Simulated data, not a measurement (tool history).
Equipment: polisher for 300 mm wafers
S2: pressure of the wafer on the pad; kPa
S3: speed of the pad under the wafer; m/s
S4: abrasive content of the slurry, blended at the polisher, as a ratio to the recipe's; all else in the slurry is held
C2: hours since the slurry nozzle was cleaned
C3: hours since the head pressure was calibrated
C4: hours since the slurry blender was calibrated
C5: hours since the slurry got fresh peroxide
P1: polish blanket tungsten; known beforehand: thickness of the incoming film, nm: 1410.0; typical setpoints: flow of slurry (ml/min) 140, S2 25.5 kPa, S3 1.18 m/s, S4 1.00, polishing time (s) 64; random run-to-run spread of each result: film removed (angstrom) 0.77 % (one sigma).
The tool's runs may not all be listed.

{"run": 1, "hour": 8.2, "flow of slurry (ml/min)": 140, "S2": 25.5, "S3": 1.18, "S4": 1.0, "polishing time (s)": 64, "wafers polished on this pad": 1046, "C2": 351.5, "C3": 509.2, "C4": 198.2, "C5": 108.0, "film removed (angstrom)": 4028.5}
{"run": 2, "hour": 16.7, "flow of slurry (ml/min)": 140, "S2": 25.5, "S3": 1.18, "S4": 1.0, "polishing time (s)": 64, "wafers polished on this pad": 1121, "C2": 360.0, "C3": 517.7, "C4": 206.7, "C5": 116.5, "film removed (angstrom)": 3997.8}
{"run": 3, "hour": 26.9, "flow of slurry (ml/min)": 140, "S2": 25.5, "S3": 1.18, "S4": 1.0, "polishing time (s)": 64, "wafers polished on this pad": 1211, "C2": 370.2, "C3": 527.9, "C4": 216.9, "C5": 126.7, "film removed (angstrom)": 4001.6}
{"run": 4, "hour": 40.1, "flow of slurry (ml/min)": 140, "S2": 25.5, "S3": 1.18, "S4": 1.0, "polishing time (s)": 30, "wafers polished on this pad": 1328, "C2": 383.4, "C3": 541.1, "C4": 230.1, "C5": 139.9, "film removed (angstrom)": 1874.6}
{"run": 5, "hour": 57.2, "flow of slurry (ml/min)": 140, "S2": 25.5, "S3": 1.18, "S4": 1.0, "polishing time (s)": 100, "wafers polished on this pad": 1479, "C2": 400.5, "C3": 558.2, "C4": 247.2, "C5": 157.0, "film removed (angstrom)": 6290.9}
{"run": 6, "hour": 73.9, "flow of slurry (ml/min)": 140, "S2": 25.5, "S3": 1.18, "S4": 0.55, "polishing time (s)": 64, "wafers polished on this pad": 1627, "C2": 417.2, "C3": 574.9, "C4": 263.9, "C5": 173.7, "film removed (angstrom)": 3487.8}
{"run": 7, "hour": 82.2, "flow of slurry (ml/min)": 140, "S2": 25.5, "S3": 1.18, "S4": 1.0, "polishing time (s)": 64, "wafers polished on this pad": 1700, "C2": 425.5, "C3": 583.2, "C4": 272.2, "C5": 182.0, "film removed (angstrom)": 4025.0}
{"run": 8, "hour": 95.7, "flow of slurry (ml/min)": 140, "S2": 25.5, "S3": 0.82, "S4": 1.0, "polishing time (s)": 64, "wafers polished on this pad": 1819, "C2": 439.0, "C3": 596.7, "C4": 285.7, "C5": 195.5, "film removed (angstrom)": 2790.2}
{"run": 9, "hour": 110.5, "flow of slurry (ml/min)": 140, "S2": 25.5, "S3": 1.18, "S4": 1.0, "polishing time (s)": 64, "wafers polished on this pad": 1950, "C2": 453.8, "C3": 611.5, "C4": 300.5, "C5": 210.3, "film removed (angstrom)": 4020.3}
{"run": 10, "hour": 126.2, "flow of slurry (ml/min)": 140, "S2": 35.9, "S3": 1.18, "S4": 1.0, "polishing time (s)": 64, "wafers polished on this pad": 2088, "C2": 469.5, "C3": 627.2, "C4": 316.2, "C5": 226.0, "film removed (angstrom)": 5657.4}
{"run": 11, "hour": 140.4, "flow of slurry (ml/min)": 140, "S2": 25.5, "S3": 0.54, "S4": 1.0, "polishing time (s)": 97, "wafers polished on this pad": 2214, "C2": 483.7, "C3": 641.4, "C4": 330.4, "C5": 240.2, "film removed (angstrom)": 2793.2}
{"run": 12, "hour": 152.5, "flow of slurry (ml/min)": 85, "S2": 25.5, "S3": 1.18, "S4": 1.0, "polishing time (s)": 64, "wafers polished on this pad": 2321, "C2": 495.8, "C3": 653.5, "C4": 342.5, "C5": 252.3, "film removed (angstrom)": 3614.2}
{"run": 13, "hour": 163.4, "flow of slurry (ml/min)": 140, "S2": 25.5, "S3": 1.86, "S4": 1.0, "polishing time (s)": 64, "wafers polished on this pad": 2417, "C2": 506.7, "C3": 664.4, "C4": 353.4, "C5": 263.2, "film removed (angstrom)": 6359.2}
{"run": 14, "hour": 179.6, "flow of slurry (ml/min)": 140, "S2": 11.7, "S3": 1.18, "S4": 1.0, "polishing time (s)": 64, "wafers polished on this pad": 2560, "C2": 522.9, "C3": 680.6, "C4": 369.6, "C5": 279.4, "film removed (angstrom)": 1857.5}
{"run": 15, "hour": 191.6, "flow of slurry (ml/min)": 140, "S2": 25.5, "S3": 1.18, "S4": 1.0, "polishing time (s)": 64, "wafers polished on this pad": 2666, "C2": 534.9, "C3": 692.6, "C4": 381.6, "C5": 291.4, "film removed (angstrom)": 3999.3}
{"run": 16, "hour": 202.9, "flow of slurry (ml/min)": 140, "S2": 25.5, "S3": 1.18, "S4": 1.5, "polishing time (s)": 64, "wafers polished on this pad": 2766, "C2": 546.2, "C3": 703.9, "C4": 392.9, "C5": 302.7, "film removed (angstrom)": 4466.3}
{"run": 17, "hour": 214.1, "flow of slurry (ml/min)": 140, "S2": 25.5, "S3": 1.18, "S4": 1.0, "polishing time (s)": 64, "wafers polished on this pad": 2865, "C2": 557.4, "C3": 715.1, "C4": 404.1, "C5": 313.9, "film removed (angstrom)": 4032.2}
{"run": 18, "hour": 228.0, "flow of slurry (ml/min)": 220, "S2": 25.5, "S3": 1.18, "S4": 1.0, "polishing time (s)": 64, "wafers polished on this pad": 2988, "C2": 571.3, "C3": 729.0, "C4": 418.0, "C5": 327.8, "film removed (angstrom)": 4256.3}
{"run": 19, "hour": 242.4, "flow of slurry (ml/min)": 140, "S2": 25.5, "S3": 1.18, "S4": 1.0, "polishing time (s)": 64, "wafers polished on this pad": 3115, "C2": 585.7, "C3": 743.4, "C4": 432.4, "C5": 342.2, "film removed (angstrom)": 3984.5}
{"run": 20, "hour": 253.1, "flow of slurry (ml/min)": 140, "S2": 25.5, "S3": 1.18, "S4": 1.0, "polishing time (s)": 64, "wafers polished on this pad": 3209, "C2": 596.4, "C3": 754.1, "C4": 443.1, "C5": 352.9, "film removed (angstrom)": 4020.0}
{"run": 21, "hour": 264.3, "flow of slurry (ml/min)": 140, "S2": 25.5, "S3": 1.18, "S4": 1.0, "polishing time (s)": 64, "wafers polished on this pad": 3308, "C2": 607.6, "C3": 765.3, "C4": 454.3, "C5": 364.1, "film removed (angstrom)": 3838.4}
{"run": 22, "hour": 280.6, "flow of slurry (ml/min)": 140, "S2": 25.5, "S3": 1.18, "S4": 1.0, "polishing time (s)": 64, "wafers polished on this pad": 3452, "C2": 623.9, "C3": 781.6, "C4": 470.6, "C5": 380.4, "film removed (angstrom)": 3713.9}
{"run": 23, "hour": 288.9, "flow of slurry (ml/min)": 140, "S2": 25.5, "S3": 1.18, "S4": 1.0, "polishing time (s)": 64, "wafers polished on this pad": 3525, "C2": 632.2, "C3": 789.9, "C4": 478.9, "C5": 388.7, "film removed (angstrom)": 3745.6}
{"hour": 296.8, "done": "worn pad replaced by a new one"}
{"run": 24, "hour": 299.3, "flow of slurry (ml/min)": 140, "S2": 25.5, "S3": 1.18, "S4": 1.0, "polishing time (s)": 64, "wafers polished on this pad": 22, "C2": 642.6, "C3": 800.3, "C4": 489.3, "C5": 399.1, "film removed (angstrom)": 3780.0}
{"hour": 305.8, "done": "slurry tank refilled with fresh slurry and peroxide"}
{"run": 25, "hour": 307.2, "flow of slurry (ml/min)": 140, "S2": 25.5, "S3": 1.18, "S4": 1.0, "polishing time (s)": 64, "wafers polished on this pad": 92, "C2": 650.5, "C3": 808.2, "C4": 497.2, "C5": 1.5, "film removed (angstrom)": 3690.9}
{"hour": 310.2, "done": "slurry blender recalibrated"}
{"run": 26, "hour": 322.8, "flow of slurry (ml/min)": 140, "S2": 25.5, "S3": 1.18, "S4": 1.0, "polishing time (s)": 64, "wafers polished on this pad": 229, "C2": 666.1, "C3": 823.8, "C4": 12.6, "C5": 17.1, "film removed (angstrom)": 3649.8}
{"run": 27, "hour": 330.6, "flow of slurry (ml/min)": 140, "S2": 25.5, "S3": 1.18, "S4": 1.0, "polishing time (s)": 64, "wafers polished on this pad": 298, "C2": 673.9, "C3": 831.6, "C4": 20.4, "C5": 24.9, "film removed (angstrom)": 3698.9}
{"run": 28, "hour": 343.4, "flow of slurry (ml/min)": 140, "S2": 25.5, "S3": 1.18, "S4": 1.0, "polishing time (s)": 64, "wafers polished on this pad": 411, "C2": 686.7, "C3": 844.4, "C4": 33.2, "C5": 37.7, "film removed (angstrom)": 3725.5}
{"run": 29, "hour": 352.8, "flow of slurry (ml/min)": 140, "S2": 25.5, "S3": 1.18, "S4": 1.0, "polishing time (s)": 64, "wafers polished on this pad": 494, "C2": 696.1, "C3": 853.8, "C4": 42.6, "C5": 47.1, "film removed (angstrom)": 3702.5}
{"run": 30, "hour": 369.2, "flow of slurry (ml/min)": 140, "S2": 25.5, "S3": 1.18, "S4": 1.0, "polishing time (s)": 64, "wafers polished on this pad": 639, "C2": 712.5, "C3": 870.2, "C4": 59.0, "C5": 63.5, "film removed (angstrom)": 3669.9}

The log shows P1 creeping away from where it was. Any of the 2 causes listed here, at the size stated for it, fits the log just as well as the others:
A: head's pressure below its setpoint, % = 8.58
B: slurry flow missing at the pad, % = 33
The process output started creeping at around hour 242.4.
Why every other cause is out:
removal rate lost through wear of the pad, %: its service at hour 296.8 followed the start of the drift and did not put the process back to its old value
abrasive missing from the slurry, %: its service at hour 310.2 followed the start of the drift and did not put the process back to its old value
peroxide lost from the slurry, %: its service at hour 305.8 followed the start of the drift and did not put the process back to its old value

Each of the check runs listed below is run on 5 wafers and reports their average, with the results left as question marks. Pick the one under which the possible causes would lead to clearly different results.
{"run": "check 1", "hour": 385.6, "flow of slurry (ml/min)": 140, "S2": 11.7, "S3": 1.18, "S4": 1.0, "polishing time (s)": 38, "film removed (angstrom)": "?"}
{"run": "check 2", "hour": 385.6, "flow of slurry (ml/min)": 220, "S2": 25.5, "S3": 1.18, "S4": 1.0, "polishing time (s)": 64, "film removed (angstrom)": "?"}
{"run": "check 3", "hour": 385.6, "flow of slurry (ml/min)": 140, "S2": 25.5, "S3": 1.74, "S4": 1.35, "polishing time (s)": 64, "film removed (angstrom)": "?"}
{"run": "check 4", "hour": 385.6, "flow of slurry (ml/min)": 140, "S2": 17.2, "S3": 1.18, "S4": 1.0, "polishing time (s)": 97, "film removed (angstrom)": "?"}

What each check would give under each cause:
check=check_1 result=film_removed_(angstrom) if_A=1000.60 if_B=1000.80
check=check_2 result=film_removed_(angstrom) if_A=3927.70 if_B=4049.70
check=check_3 result=film_removed_(angstrom) if_A=5812.20 if_B=5813.60
check=check_4 result=film_removed_(angstrom) if_A=3756.10 if_B=3757.00
Separation of the two closest causes in each check, using whichever result separates them best: check 1 0.02 %; check 2 3.06 %; check 3 0.02 %; check 4 0.02 %
Check 2 distinguishes between the causes, while the remaining checks would return nearly the same result for all of them.

After running check 2, the following was obtained: film removed (angstrom) 4063.90. Which cause does this point to?

The cause is B: slurry flow missing at the pad, %.

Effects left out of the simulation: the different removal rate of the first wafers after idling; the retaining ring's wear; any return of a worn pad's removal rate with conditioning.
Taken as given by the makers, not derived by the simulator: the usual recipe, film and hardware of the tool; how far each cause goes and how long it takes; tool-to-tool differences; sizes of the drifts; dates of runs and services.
